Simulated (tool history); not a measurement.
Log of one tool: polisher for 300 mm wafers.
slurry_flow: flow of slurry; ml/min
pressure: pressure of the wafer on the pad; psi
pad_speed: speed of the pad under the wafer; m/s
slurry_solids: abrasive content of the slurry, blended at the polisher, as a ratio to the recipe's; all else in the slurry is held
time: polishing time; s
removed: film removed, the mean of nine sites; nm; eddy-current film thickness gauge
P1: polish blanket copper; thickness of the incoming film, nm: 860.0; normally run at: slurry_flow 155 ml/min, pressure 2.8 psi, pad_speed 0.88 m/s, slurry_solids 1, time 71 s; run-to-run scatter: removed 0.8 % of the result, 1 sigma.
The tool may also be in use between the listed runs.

{"run": 1, "hour": 14.7, "slurry_flow": 155, "pressure": 2.8, "pad_speed": 0.88, "slurry_solids": 1, "time": 71, "removed": 193.61}
{"run": 2, "hour": 29.7, "slurry_flow": 155, "pressure": 2.8, "pad_speed": 1.38, "slurry_solids": 1, "time": 71, "removed": 302.82}
{"run": 3, "hour": 42.7, "slurry_flow": 155, "pressure": 3.8, "pad_speed": 0.88, "slurry_solids": 1, "time": 71, "removed": 265.4}
{"run": 4, "hour": 50.3, "slurry_flow": 95, "pressure": 2.8, "pad_speed": 0.88, "slurry_solids": 1, "time": 71, "removed": 175.19}
{"run": 5, "hour": 62.4, "slurry_flow": 155, "pressure": 2.8, "pad_speed": 0.88, "slurry_solids": 1, "time": 71, "removed": 195.4}
{"run": 6, "hour": 77.1, "slurry_flow": 155, "pressure": 2.8, "pad_speed": 0.88, "slurry_solids": 1, "time": 32, "removed": 86.923}
{"run": 7, "hour": 88.5, "slurry_flow": 155, "pressure": 2.8, "pad_speed": 0.88, "slurry_solids": 1, "time": 71, "removed": 193.52}
{"run": 8, "hour": 98.4, "slurry_flow": 240, "pressure": 2.8, "pad_speed": 0.88, "slurry_solids": 1, "time": 71, "removed": 206.92}
{"run": 9, "hour": 112.4, "slurry_flow": 155, "pressure": 2.8, "pad_speed": 0.88, "slurry_solids": 1, "time": 71, "removed": 194.5}
{"run": 10, "hour": 124.3, "slurry_flow": 155, "pressure": 2.8, "pad_speed": 0.88, "slurry_solids": 1, "time": 71, "removed": 196.69}
{"run": 11, "hour": 136.5, "slurry_flow": 155, "pressure": 2.8, "pad_speed": 0.88, "slurry_solids": 0.7, "time": 71, "removed": 180.21}
{"run": 12, "hour": 150.2, "slurry_flow": 155, "pressure": 2, "pad_speed": 0.88, "slurry_solids": 1, "time": 71, "removed": 138.97}
{"run": 13, "hour": 160.9, "slurry_flow": 155, "pressure": 2.8, "pad_speed": 0.88, "slurry_solids": 1.3, "time": 71, "removed": 206.14}
{"run": 14, "hour": 173.3, "slurry_flow": 155, "pressure": 2.8, "pad_speed": 0.58, "slurry_solids": 0.75, "time": 71, "removed": 121.63}
{"run": 15, "hour": 188.5, "slurry_flow": 155, "pressure": 2.8, "pad_speed": 0.88, "slurry_solids": 1, "time": 71, "removed": 197.17}
{"hour": 199.3, "done": "slurry blender recalibrated"}
{"run": 16, "hour": 201.7, "slurry_flow": 155, "pressure": 2.8, "pad_speed": 0.88, "slurry_solids": 1, "time": 103, "removed": 284.55}
{"run": 17, "hour": 214.1, "slurry_flow": 155, "pressure": 2.8, "pad_speed": 0.42, "slurry_solids": 1, "time": 71, "removed": 91.891}

The next listed run, before its measurement:
{"run": 18, "hour": 225.9, "slurry_flow": 155, "pressure": 2.8, "pad_speed": 0.88, "slurry_solids": 1, "time": 71, "removed": "?"}

removed: 191.31 nm
